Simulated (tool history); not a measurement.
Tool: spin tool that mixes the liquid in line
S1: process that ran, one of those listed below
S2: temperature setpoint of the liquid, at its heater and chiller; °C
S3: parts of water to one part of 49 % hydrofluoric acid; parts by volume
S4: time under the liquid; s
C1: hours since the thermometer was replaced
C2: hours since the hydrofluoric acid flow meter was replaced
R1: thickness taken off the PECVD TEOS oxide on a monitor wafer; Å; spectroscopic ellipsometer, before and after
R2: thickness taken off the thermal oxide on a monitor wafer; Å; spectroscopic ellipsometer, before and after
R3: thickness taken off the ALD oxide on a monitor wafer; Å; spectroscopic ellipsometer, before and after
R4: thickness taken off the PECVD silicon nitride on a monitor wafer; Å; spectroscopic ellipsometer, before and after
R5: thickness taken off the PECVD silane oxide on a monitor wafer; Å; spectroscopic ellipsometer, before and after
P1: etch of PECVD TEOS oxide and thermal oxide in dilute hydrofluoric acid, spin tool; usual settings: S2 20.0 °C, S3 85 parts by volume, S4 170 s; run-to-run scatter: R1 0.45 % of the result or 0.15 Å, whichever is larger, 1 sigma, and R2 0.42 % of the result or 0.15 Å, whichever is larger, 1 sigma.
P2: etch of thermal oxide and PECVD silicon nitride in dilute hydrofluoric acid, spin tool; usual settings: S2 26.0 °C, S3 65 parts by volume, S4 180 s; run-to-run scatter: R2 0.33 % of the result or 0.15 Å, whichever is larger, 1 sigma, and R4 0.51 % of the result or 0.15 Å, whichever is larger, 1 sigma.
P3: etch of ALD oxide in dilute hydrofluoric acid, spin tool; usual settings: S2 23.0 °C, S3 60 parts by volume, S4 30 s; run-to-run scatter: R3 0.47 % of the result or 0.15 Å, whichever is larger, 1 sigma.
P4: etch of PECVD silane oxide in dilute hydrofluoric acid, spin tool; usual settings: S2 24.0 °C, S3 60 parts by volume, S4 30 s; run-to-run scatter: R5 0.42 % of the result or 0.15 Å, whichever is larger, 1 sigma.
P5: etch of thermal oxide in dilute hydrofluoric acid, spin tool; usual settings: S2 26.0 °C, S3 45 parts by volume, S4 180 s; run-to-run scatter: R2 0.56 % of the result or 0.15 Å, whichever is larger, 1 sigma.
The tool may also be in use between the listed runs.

Run 1, day 0.558: S1 P1, S2 20.0 °C, S3 85 parts by volume, S4 170 s; C1 527.2; C2 1202.2. Result: R1 494.820 Å, R2 79.761 Å.
Run 2, day 0.979: S1 P1, S2 20.0 °C, S3 85 parts by volume, S4 170 s; C1 537.3; C2 1212.3. Result: R1 495.330 Å, R2 79.861 Å.
Run 3, day 1.533: S1 P1, S2 20.0 °C, S3 50 parts by volume, S4 290 s; C1 550.6; C2 1225.6. Result: R1 1481.100 Å, R2 241.640 Å.
Run 4, day 1.925: S1 P5, S2 26.0 °C, S3 45 parts by volume, S4 180 s; C1 560.0; C2 1235.0. Result: R2 221.330 Å.
Run 5, day 2.433: S1 P5, S2 26.0 °C, S3 45 parts by volume, S4 60 s; C1 572.2; C2 1247.2. Result: R2 73.888 Å.
Run 6, day 2.804: S1 P1, S2 20.0 °C, S3 20 parts by volume, S4 170 s; C1 581.1; C2 1256.1. Result: R1 2249.300 Å, R2 368.300 Å.
Run 7, day 3.512: S1 P3, S2 23.0 °C, S3 60 parts by volume, S4 30 s; C1 598.1; C2 1273.1. Result: R3 116.260 Å.
Run 8, day 4.100: S1 P3, S2 23.0 °C, S3 60 parts by volume, S4 30 s; C1 612.2; C2 1287.2. Result: R3 116.560 Å.
Run 9, day 4.433: S1 P1, S2 20.0 °C, S3 85 parts by volume, S4 170 s; C1 620.2; C2 1295.2. Result: R1 497.880 Å, R2 79.628 Å.
Run 10, day 4.892: S1 P2, S2 18.5 °C, S3 65 parts by volume, S4 180 s; C1 631.2; C2 1306.2. Result: R2 112.200 Å, R4 46.0610 Å.
Run 11, day 5.292: S1 P5, S2 26.0 °C, S3 45 parts by volume, S4 180 s; C1 640.8; C2 1315.8. Result: R2 223.770 Å.
Run 12, day 5.996: S1 P4, S2 24.0 °C, S3 60 parts by volume, S4 15 s; C1 657.7; C2 1332.7. Result: R5 66.045 Å.
Run 13, day 6.346: S1 P1, S2 20.0 °C, S3 85 parts by volume, S4 30 s; C1 666.1; C2 1341.1. Result: R1 87.025 Å, R2 14.282 Å.
Run 14, day 7.079: S1 P1, S2 20.0 °C, S3 85 parts by volume, S4 170 s; C1 683.7; C2 1358.7. Result: R1 494.510 Å, R2 79.566 Å.
Run 15, day 7.708: S1 P1, S2 24.5 °C, S3 85 parts by volume, S4 170 s; C1 698.8; C2 1373.8. Result: R1 590.500 Å, R2 96.346 Å.
Run 16, day 8.229: S1 P2, S2 26.0 °C, S3 30 parts by volume, S4 180 s; C1 711.3; C2 1386.3. Result: R2 345.620 Å, R4 166.0500 Å.
At day 8.721: thermometer replaced.
Run 17, day 8.917: S1 P1, S2 20.0 °C, S3 85 parts by volume, S4 170 s; C1 4.8; C2 1402.8. Result: R1 493.100 Å, R2 79.801 Å.
Run 18, day 9.642: S1 P4, S2 24.0 °C, S3 20 parts by volume, S4 30 s; C1 22.2; C2 1420.2. Result: R5 413.940 Å.
Run 19, day 10.367: S1 P3, S2 23.0 °C, S3 60 parts by volume, S4 15 s; C1 39.6; C2 1437.6. Result: R3 58.789 Å.
Run 20, day 10.754: S1 P5, S2 33.5 °C, S3 45 parts by volume, S4 180 s; C1 48.9; C2 1446.9. Result: R2 296.790 Å.
Run 21, day 11.188: S1 P1, S2 20.0 °C, S3 50 parts by volume, S4 30 s; C1 59.3; C2 1457.3. Result: R1 155.370 Å, R2 24.926 Å.
Run 22, day 11.738: S1 P1, S2 20.0 °C, S3 115 parts by volume, S4 170 s; C1 72.5; C2 1470.5. Result: R1 351.830 Å, R2 57.051 Å.
Run 23, day 12.142: S1 P2, S2 26.0 °C, S3 65 parts by volume, S4 180 s; C1 82.2; C2 1480.2. Result: R2 151.740 Å, R4 77.2160 Å.
Run 24, day 12.858: S1 P4, S2 17.0 °C, S3 60 parts by volume, S4 30 s; C1 99.4; C2 1497.4. Result: R5 98.148 Å.
Run 25, day 13.496: S1 P2, S2 26.0 °C, S3 65 parts by volume, S4 180 s; C1 114.7; C2 1512.7. Result: R2 151.370 Å, R4 77.5860 Å.
Run 26, day 14.117: S1 P1, S2 17.0 °C, S3 85 parts by volume, S4 170 s; C1 129.6; C2 1527.6. Result: R1 437.080 Å, R2 70.241 Å.
Run 27, day 14.533: S1 P4, S2 24.0 °C, S3 60 parts by volume, S4 30 s; C1 139.6; C2 1537.6. Result: R5 132.200 Å.
Run 28, day 15.117: S1 P3, S2 23.0 °C, S3 20 parts by volume, S4 30 s; C1 153.6; C2 1551.6. Result: R3 367.080 Å.
Run 29, day 15.521: S1 P1, S2 20.0 °C, S3 115 parts by volume, S4 60 s; C1 163.3; C2 1561.3. Result: R1 123.810 Å, R2 20.296 Å.
Run 30, day 15.854: S1 P5, S2 26.0 °C, S3 75 parts by volume, S4 180 s; C1 171.3; C2 1569.3. Result: R2 126.660 Å.
Run 31, day 16.392: S1 P2, S2 26.0 °C, S3 65 parts by volume, S4 15 s; C1 184.2; C2 1582.2. Result: R2 12.632 Å, R4 6.5486 Å.
Run 32, day 17.125: S1 P1, S2 20.0 °C, S3 85 parts by volume, S4 310 s; C1 201.8; C2 1599.8. Result: R1 906.460 Å, R2 145.030 Å.
Run 33, day 17.817: S1 P3, S2 17.0 °C, S3 60 parts by volume, S4 30 s; C1 218.4; C2 1616.4. Result: R3 91.171 Å.
Run 34, day 18.196: S1 P1, S2 20.0 °C, S3 85 parts by volume, S4 170 s; C1 227.5; C2 1625.5. Result: R1 491.230 Å, R2 80.008 Å.
Run 35, day 18.683: S1 P1, S2 20.0 °C, S3 85 parts by volume, S4 170 s; C1 239.2; C2 1637.2. Result: R1 499.790 Å, R2 82.258 Å.
Run 36, day 19.325: S1 P1, S2 20.0 °C, S3 85 parts by volume, S4 170 s; C1 254.6; C2 1652.6. Result: R1 514.010 Å, R2 82.451 Å.
Run 37, day 20.058: S1 P1, S2 20.0 °C, S3 85 parts by volume, S4 170 s; C1 272.2; C2 1670.2. Result: R1 520.780 Å, R2 84.143 Å.
Run 38, day 20.504: S1 P1, S2 20.0 °C, S3 85 parts by volume, S4 170 s; C1 282.9; C2 1680.9. Result: R1 522.120 Å, R2 83.459 Å.
Run 39, day 21.179: S1 P1, S2 20.0 °C, S3 85 parts by volume, S4 170 s; C1 299.1; C2 1697.1. Result: R1 524.050 Å, R2 85.041 Å.
Run 40, day 21.538: S1 P1, S2 20.0 °C, S3 85 parts by volume, S4 170 s; C1 307.7; C2 1705.7. Result: R1 527.030 Å, R2 84.786 Å.
Run 41, day 22.004: S1 P1, S2 20.0 °C, S3 85 parts by volume, S4 170 s; C1 318.9; C2 1716.9. Result: R1 527.990 Å, R2 85.141 Å.
Run 42, day 22.754: S1 P1, S2 20.0 °C, S3 85 parts by volume, S4 170 s; C1 336.9; C2 1734.9. Result: R1 525.080 Å, R2 84.903 Å.
Run 43, day 23.208: S1 P1, S2 20.0 °C, S3 85 parts by volume, S4 170 s; C1 347.8; C2 1745.8. Result: R1 528.920 Å, R2 85.919 Å.
Run 44, day 23.558: S1 P1, S2 20.0 °C, S3 85 parts by volume, S4 170 s; C1 356.2; C2 1754.2. Result: R1 530.030 Å, R2 85.243 Å.
Run 45, day 24.058: S1 P1, S2 20.0 °C, S3 85 parts by volume, S4 170 s; C1 368.2; C2 1766.2. Result: R1 528.530 Å, R2 84.772 Å.

What P1 gives has crept away from where it was. These 2 causes fit the log equally well, each at the size given:
A: hydrofluoric acid flow above the setpoint (%) = 6.43
B: liquid hotter than its thermometer reads (K) = 1.66
The creep began at about day 18.196.

4 check runs are offered, one wafer each, their results left as question marks. Which one tells the causes apart?
Run check 1, day 24.558: S1 P3, S2 23.0 °C, S3 60 parts by volume, S4 30 s. Result: R3 ?.
Run check 2, day 24.558: S1 P5, S2 26.0 °C, S3 45 parts by volume, S4 180 s. Result: R2 ?.
Run check 3, day 24.558: S1 P4, S2 24.0 °C, S3 60 parts by volume, S4 30 s. Result: R5 ?.
Run check 4, day 24.558: S1 P2, S2 26.0 °C, S3 65 parts by volume, S4 180 s. Result: R2 ?, R4 ?.

What each check would give under each cause:
  check  result     if A     if B
check 1      R3  125.140  125.270
check 2      R2  236.550  236.760
check 3      R5  140.380  140.430
check 4      R2  162.650  162.360
check 4      R4  82.3670  86.3510
How far apart the two closest causes lie, in the result that separates them most: check 1 0.1 %; check 2 0.09 %; check 3 0.03 %; check 4 4.72 %
Check 4 tells the causes apart: in the others they would give nearly the same result.

Then check 4 was run and gave: R2 162.660 Å; R4 86.7800 Å. Which cause is it?

It is B: liquid hotter than its thermometer reads (K).
